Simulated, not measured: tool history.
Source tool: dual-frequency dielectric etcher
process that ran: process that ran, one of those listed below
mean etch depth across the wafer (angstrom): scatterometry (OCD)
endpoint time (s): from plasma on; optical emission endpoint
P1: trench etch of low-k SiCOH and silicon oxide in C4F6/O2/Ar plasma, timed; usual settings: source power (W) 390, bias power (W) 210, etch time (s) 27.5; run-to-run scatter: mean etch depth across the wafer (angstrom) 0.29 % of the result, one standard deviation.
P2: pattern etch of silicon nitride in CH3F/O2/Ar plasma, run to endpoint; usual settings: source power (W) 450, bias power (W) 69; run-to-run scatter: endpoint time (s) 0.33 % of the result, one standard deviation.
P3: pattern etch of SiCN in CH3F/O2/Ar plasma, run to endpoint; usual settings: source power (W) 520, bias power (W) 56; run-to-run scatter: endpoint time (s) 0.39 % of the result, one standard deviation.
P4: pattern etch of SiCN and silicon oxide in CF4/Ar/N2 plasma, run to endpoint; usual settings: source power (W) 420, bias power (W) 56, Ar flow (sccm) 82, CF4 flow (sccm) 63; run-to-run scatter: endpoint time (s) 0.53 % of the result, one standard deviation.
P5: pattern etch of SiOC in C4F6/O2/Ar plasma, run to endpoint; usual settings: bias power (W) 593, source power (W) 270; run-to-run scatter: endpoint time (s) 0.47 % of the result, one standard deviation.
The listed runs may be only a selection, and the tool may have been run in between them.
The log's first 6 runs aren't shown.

run	day	process that ran	source power (W)	bias power (W)	etch time (s)	Ar flow (sccm)	CF4 flow (sccm)	mean etch depth across the wafer (angstrom)	endpoint time (s)
7	3.846	P1	390	210	27.5			895.83	
8	4.546	P4	420	73		82	63		21.042
9	4.979	P1	390	210	27.5			904.13	
10	5.542	P4	420	56		82	87		21.741
11	5.867	P3	520	56					25.323
12	6.175	P1	280	210	27.5			793.76	
13	6.754	P1	390	210	27.5			901.1	
14	7.367	P1	390	210	38.5			1262.2	
15	7.817	P2	450	93					38.278
16	8.425	P4	420	56		82	63		22.979
17	8.962	P1	390	155	27.5			818.14	
18	9.442	P1	390	210	15			489.76	
19	9.771	P5	270	826					11.874
20	10.242	P1	500	210	27.5			987.02	
21	10.679	P1	390	210	27.5			905.05	
22	11.112	P4	560	56		82	63		17.785
23	11.521	P3	520	33					29.635
24	12.138	P4	420	56		51	63		21.381
25	12.592	P2	450	69					42.689

Run 26 has not been measured yet. What should we expect?
26	13.138	P1	390	274	27.5			?	

For run 26 the tool returned mean etch depth across the wafer (angstrom) 991.13.
